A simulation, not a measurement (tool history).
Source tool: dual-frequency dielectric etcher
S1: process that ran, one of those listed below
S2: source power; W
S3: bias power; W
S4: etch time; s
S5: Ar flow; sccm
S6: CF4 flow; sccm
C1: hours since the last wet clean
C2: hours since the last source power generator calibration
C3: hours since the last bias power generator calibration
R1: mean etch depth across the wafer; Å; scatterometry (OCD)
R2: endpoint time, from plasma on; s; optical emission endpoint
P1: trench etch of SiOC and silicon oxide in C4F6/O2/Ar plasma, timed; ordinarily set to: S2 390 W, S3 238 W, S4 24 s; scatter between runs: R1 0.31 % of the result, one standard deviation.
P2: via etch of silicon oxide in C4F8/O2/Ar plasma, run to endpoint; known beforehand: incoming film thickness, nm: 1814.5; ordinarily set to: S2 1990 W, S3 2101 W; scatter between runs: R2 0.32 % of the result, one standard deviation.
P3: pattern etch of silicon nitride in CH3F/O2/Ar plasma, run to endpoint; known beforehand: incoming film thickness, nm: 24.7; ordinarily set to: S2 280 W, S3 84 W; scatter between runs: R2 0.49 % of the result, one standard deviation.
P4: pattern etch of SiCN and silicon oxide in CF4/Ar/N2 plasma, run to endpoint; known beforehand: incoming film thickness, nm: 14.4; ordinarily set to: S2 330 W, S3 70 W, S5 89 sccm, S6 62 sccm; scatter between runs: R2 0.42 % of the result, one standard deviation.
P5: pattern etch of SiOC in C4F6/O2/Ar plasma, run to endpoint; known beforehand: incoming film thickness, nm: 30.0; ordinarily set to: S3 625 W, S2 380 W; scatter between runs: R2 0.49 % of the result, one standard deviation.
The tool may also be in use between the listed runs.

| run | hour | S1 | S2 | S3 | S4 | S5 | S6 | C1 | C2 | C3 | R1 | R2 |
|---|---|---|---|---|---|---|---|---|---|---|---|---|
| 1 | 10.1 | P1 | 390 | 238 | 24 |  |  | 63.5 | 3340.7 | 1006.9 | 513.82 |  |
| 2 | 22.5 | P3 | 280 | 119 |  |  |  | 75.9 | 3353.1 | 1019.3 |  | 33.425 |
| 3 | 31.1 | P2 | 1350 | 2101 |  |  |  | 84.5 | 3361.7 | 1027.9 |  | 426.1 |
| 4 | 39.5 | P4 | 400 | 70 |  | 89 | 62 | 92.9 | 3370.1 | 1036.3 |  | 18.47 |
| 5 | 52.3 | P1 | 390 | 238 | 24 |  |  | 105.7 | 3382.9 | 1049.1 | 518.71 |  |
| 6 | 61 | P1 | 510 | 238 | 17.5 |  |  | 114.4 | 3391.6 | 1057.8 | 415.04 |  |
| 7 | 72 | P1 | 390 | 285 | 24 |  |  | 125.4 | 3402.6 | 1068.8 | 544.87 |  |
| 8 | 80.7 | P1 | 230 | 161 | 24 |  |  | 134.1 | 3411.3 | 1077.5 | 370.28 |  |
| 9 | 92.2 | P4 | 330 | 70 |  | 89 | 62 | 145.6 | 3422.8 | 1089 |  | 22.107 |
| 10 | 101.2 | P3 | 350 | 84 |  |  |  | 154.6 | 3431.8 | 1098 |  | 35.074 |
| 11 | 113.4 | P1 | 390 | 238 | 24 |  |  | 166.8 | 3444 | 1110.2 | 515.76 |  |
| 12 | 120.1 | P1 | 470 | 238 | 24 |  |  | 173.5 | 3450.7 | 1116.9 | 552.81 |  |
| 13 | 127.7 | P5 | 380 | 625 |  |  |  | 181.1 | 3458.3 | 1124.5 |  | 9.2895 |
| 14 | 140.1 | P5 | 380 | 625 |  |  |  | 193.5 | 3470.7 | 1136.9 |  | 9.1455 |
| 15 | 147.9 | P1 | 310 | 238 | 24 |  |  | 201.3 | 3478.5 | 1144.7 | 471.89 |  |
| 16 | 157.7 | P5 | 380 | 882 |  |  |  | 211.1 | 3488.3 | 1154.5 |  | 8.0535 |
| 17 | 170.3 | P2 | 1990 | 2750 |  |  |  | 223.7 | 3500.9 | 1167.1 |  | 334.48 |
| 18 | 179 | P3 | 280 | 84 |  |  |  | 232.4 | 3509.6 | 1175.8 |  | 38.131 |
| 19 | 192.6 | P1 | 390 | 238 | 24 |  |  | 246 | 3523.2 | 1189.4 | 516.25 |  |
| 20 | 206.5 | P4 | 330 | 70 |  | 89 | 86 | 259.9 | 3537.1 | 1203.3 |  | 20.938 |
| 21 | 217.6 | P1 | 390 | 238 | 14.5 |  |  | 271 | 3548.2 | 1214.4 | 309.18 |  |
| 22 | 229.6 | P1 | 390 | 185 | 24 |  |  | 283 | 3560.2 | 1226.4 | 473.06 |  |
| 23 | 243.3 | P4 | 330 | 87 |  | 89 | 62 | 296.7 | 3573.9 | 1240.1 |  | 20.454 |
| 24 | 250.1 | P1 | 530 | 328 | 24 |  |  | 303.5 | 3580.7 | 1246.9 | 645.51 |  |
| 25 | 257.1 | P5 | 280 | 625 |  |  |  | 310.5 | 3587.7 | 1253.9 |  | 10.323 |
|  | 259.9 | bias power generator calibrated |
| 26 | 264.4 | P2 | 1990 | 2101 |  |  |  | 317.8 | 3595 | 4.5 |  | 362.18 |
| 27 | 271.1 | P1 | 390 | 238 | 33 |  |  | 324.5 | 3601.7 | 11.2 | 709.42 |  |
| 28 | 282 | P2 | 1990 | 2101 |  |  |  | 335.4 | 3612.6 | 22.1 |  | 362.87 |
| 29 | 290 | P4 | 330 | 70 |  | 60 | 62 | 343.4 | 3620.6 | 30.1 |  | 20.761 |
| 30 | 300.7 | P1 | 390 | 238 | 24 |  |  | 354.1 | 3631.3 | 40.8 | 513.36 |  |
| 31 | 308 | P1 | 390 | 238 | 24 |  |  | 361.4 | 3638.6 | 48.1 | 515.18 |  |
| 32 | 321.9 | P1 | 390 | 238 | 24 |  |  | 375.3 | 3652.5 | 62 | 519.27 |  |
| 33 | 335.2 | P1 | 390 | 238 | 24 |  |  | 388.6 | 3665.8 | 75.3 | 522.54 |  |
|  | 340.2 | wet clean of the chamber |
| 34 | 349 | P1 | 390 | 238 | 24 |  |  | 8.8 | 3679.6 | 89.1 | 519.97 |  |

Run 35 is up next; what results do you expect?
| 35 | 361.5 | P1 | 390 | 238 | 24 |  |  | 21.3 | 3692.1 | 101.6 | ? |  |

R1: 520.77 Å

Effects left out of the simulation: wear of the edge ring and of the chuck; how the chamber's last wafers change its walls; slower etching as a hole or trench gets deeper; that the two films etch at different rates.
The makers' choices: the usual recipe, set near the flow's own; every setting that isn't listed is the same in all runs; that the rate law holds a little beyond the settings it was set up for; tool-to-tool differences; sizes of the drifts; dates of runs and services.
